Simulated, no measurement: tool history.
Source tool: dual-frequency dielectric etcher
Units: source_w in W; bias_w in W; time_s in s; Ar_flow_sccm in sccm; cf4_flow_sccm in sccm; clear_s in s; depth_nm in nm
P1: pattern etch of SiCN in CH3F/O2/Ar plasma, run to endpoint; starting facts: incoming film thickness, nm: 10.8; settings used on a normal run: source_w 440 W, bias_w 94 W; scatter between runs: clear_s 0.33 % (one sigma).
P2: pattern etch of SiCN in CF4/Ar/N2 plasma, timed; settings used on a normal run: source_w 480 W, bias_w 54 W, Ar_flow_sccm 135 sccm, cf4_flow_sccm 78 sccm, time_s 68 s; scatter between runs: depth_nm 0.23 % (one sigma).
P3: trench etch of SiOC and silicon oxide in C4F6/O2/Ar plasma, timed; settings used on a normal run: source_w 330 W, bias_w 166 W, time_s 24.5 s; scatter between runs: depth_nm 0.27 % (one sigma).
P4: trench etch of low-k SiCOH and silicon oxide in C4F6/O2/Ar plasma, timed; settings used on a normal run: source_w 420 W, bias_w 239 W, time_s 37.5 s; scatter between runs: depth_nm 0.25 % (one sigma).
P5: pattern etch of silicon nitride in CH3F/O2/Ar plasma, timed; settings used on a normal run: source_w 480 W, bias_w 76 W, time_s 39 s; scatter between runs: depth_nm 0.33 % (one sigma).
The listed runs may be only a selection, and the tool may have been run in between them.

run,hour,process,source_w,bias_w,time_s,Ar_flow_sccm,cf4_flow_sccm,hours since the last wet clean,hours since the last source power generator calibration,hours since the last bias power generator calibration,clear_s,depth_nm
1,5.2,P1,440,94,,,,54.3,1075.9,1167.7,25.502,
2,10.7,P4,420,239,37.5,,,59.8,1081.4,1173.2,,133.84
3,16.8,P3,330,206,24.5,,,65.9,1087.5,1179.3,,47.897
4,25.7,P2,480,54,68,135,99,74.8,1096.4,1188.2,,57.199
5,32.7,P2,480,54,68,135,78,81.8,1103.4,1195.2,,55.001
6,42,P1,440,94,,,,91.1,1112.7,1204.5,25.676,
7,46.9,P5,480,76,21.5,,,96,1117.6,1209.4,,16.618
8,54.3,P3,330,166,24.5,,,103.4,1125,1216.8,,44.952
9,63.6,P1,520,79,,,,112.7,1134.3,1226.1,25.613,
10,68.4,P3,390,166,24.5,,,117.5,1139.1,1230.9,,47.74
11,74.7,P2,480,54,46,135,78,123.8,1145.4,1237.2,,37.195
12,81.6,P2,480,75,68,135,78,130.7,1152.3,1244.1,,61.736
13,87.4,P1,350,94,,,,136.5,1158.1,1249.9,27.761,
14,93.9,P4,300,239,37.5,,,143,1164.6,1256.4,,117.97
15,101.9,P1,440,112,,,,151,1172.6,1264.4,23.888,
16,110.2,P2,480,54,68,135,78,159.3,1180.9,1272.7,,54.899
17,116.8,P1,570,63,,,,165.9,1187.5,1279.3,26.612,
18,127,P1,440,63,,,,176.1,1197.7,1289.5,29.249,
19,131.7,P4,420,239,46.5,,,180.8,1202.4,1294.2,,166.35
20,137.8,P3,330,166,32,,,186.9,1208.5,1300.3,,58.538
21,146.5,P5,640,76,39,,,195.6,1217.2,1309,,33.671
22,155.5,P1,440,94,,,,204.6,1226.2,1318,25.514,
23,166.1,P5,480,96,39,,,215.2,1236.8,1328.6,,32.602

The next listed run, before its measurement:
24,175.6,P4,420,183,37.5,,,224.7,1246.3,1338.1,,?

{"run 24": {"depth_nm": 123.19}}
